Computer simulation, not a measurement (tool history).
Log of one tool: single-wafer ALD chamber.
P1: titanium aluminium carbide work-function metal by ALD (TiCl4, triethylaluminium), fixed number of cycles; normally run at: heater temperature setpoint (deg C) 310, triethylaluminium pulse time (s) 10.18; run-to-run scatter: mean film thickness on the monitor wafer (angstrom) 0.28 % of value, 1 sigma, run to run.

run	hour	heater temperature setpoint (deg C)	triethylaluminium pulse time (s)	mean film thickness on the monitor wafer (angstrom)
1	9.7	310	10.18	21.199
2	25.9	310	10.18	21.310
3	36.1	288	13.02	19.693
# hour 40.3: thermocouple changed; heater temperature recalibrated
# hour 41.1: triethylaluminium bottle replaced
4	44.0	287	10.18	19.175
5	54.5	310	10.18	21.291
6	63.4	334	10.18	23.389
7	71.4	310	3.71	15.773
8	83.0	310	10.18	21.162
9	98.6	298	7.54	19.290
10	111.0	310	14.58	21.736
11	120.5	310	10.18	21.186
12	128.5	310	10.18	21.239
13	144.8	310	10.18	21.113
14	161.3	310	10.18	21.025
15	169.6	310	10.18	20.919
16	184.9	310	10.18	20.916
17	199.8	310	10.18	20.995
18	210.0	310	10.18	20.918
19	225.0	310	10.18	20.887
20	236.9	310	10.18	20.956

What P1 gives has crept away from where it was. These 2 causes fit the log equally well, each at the size given:
A: wafer temperature below the value expected at the setpoint (K) = 3.87
B: triethylaluminium dose below that of a fresh bottle (%) = 12
At approximately hour 128.5, the process output began to creep.

Question marks stand in for the results of the 4 check runs listed below, each run on one wafer. Under which run would the listed causes show clearly different results?
check 1	248.8	329	10.18	?
check 2	248.8	319	4.79	?
check 3	248.8	325	10.18	?
check 4	248.8	293	10.18	?

Check results expected under each cause:
check	result	if A	if B
check 1	mean film thickness on the monitor wafer (angstrom)	22.600	22.579
check 2	mean film thickness on the monitor wafer (angstrom)	18.081	17.415
check 3	mean film thickness on the monitor wafer (angstrom)	22.240	22.224
check 4	mean film thickness on the monitor wafer (angstrom)	19.399	19.420
Gap, in per cent, between the two causes that each check separates least, read from the result that separates them most: check 1 0.09 %; check 2 3.75 %; check 3 0.07 %; check 4 0.11 %
Of the check runs offered, only check 2 discriminates between the causes; the rest would read about the same regardless of which cause applies.

Check 2 was carried out, with these results: mean film thickness on the monitor wafer (angstrom) 17.960. Which of the listed causes is responsible?

It was cause A: wafer temperature below the value expected at the setpoint (K).
